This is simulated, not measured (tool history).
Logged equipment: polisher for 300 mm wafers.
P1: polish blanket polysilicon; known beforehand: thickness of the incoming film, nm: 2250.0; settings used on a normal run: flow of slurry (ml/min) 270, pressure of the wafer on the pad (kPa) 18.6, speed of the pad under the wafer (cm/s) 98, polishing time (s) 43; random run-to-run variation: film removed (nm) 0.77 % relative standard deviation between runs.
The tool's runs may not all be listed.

| run | hour | flow of slurry (ml/min) | pressure of the wafer on the pad (kPa) | speed of the pad under the wafer (cm/s) | polishing time (s) | film removed (nm) |
|---|---|---|---|---|---|---|
| 1 | 8.8 | 270 | 18.6 | 98 | 43 | 319.61 |
| 2 | 19.5 | 270 | 18.6 | 98 | 43 | 319.93 |
| 3 | 30.6 | 160 | 18.6 | 98 | 43 | 295.97 |
| 4 | 39.9 | 270 | 18.6 | 44 | 43 | 142.41 |
| 5 | 47.7 | 270 | 9 | 98 | 43 | 152.67 |
| 6 | 59.5 | 270 | 18.6 | 98 | 43 | 314.68 |
| 7 | 67.5 | 270 | 25.5 | 48 | 43 | 212.3 |
| 8 | 78.8 | 430 | 18.6 | 98 | 43 | 335.68 |
| 9 | 84.5 | 270 | 18.6 | 98 | 43 | 313.94 |
|  | 88.5 | head pressure recalibrated |
| 10 | 90.7 | 270 | 18.6 | 62 | 31 | 143.32 |
| 11 | 98.4 | 270 | 18.6 | 98 | 66 | 480.99 |
| 12 | 105.2 | 270 | 18.6 | 98 | 22 | 163.24 |
| 13 | 111.7 | 270 | 18.6 | 98 | 43 | 317.3 |
| 14 | 123.1 | 270 | 18.6 | 98 | 43 | 320.39 |
| 15 | 128.9 | 270 | 18.6 | 150 | 43 | 492.96 |
| 16 | 138 | 270 | 25.5 | 98 | 43 | 432.36 |

Predict the results of run 17:
| 17 | 144.5 | 270 | 18.6 | 98 | 43 | ? |

Run 17 produced film removed (nm) 315.6.
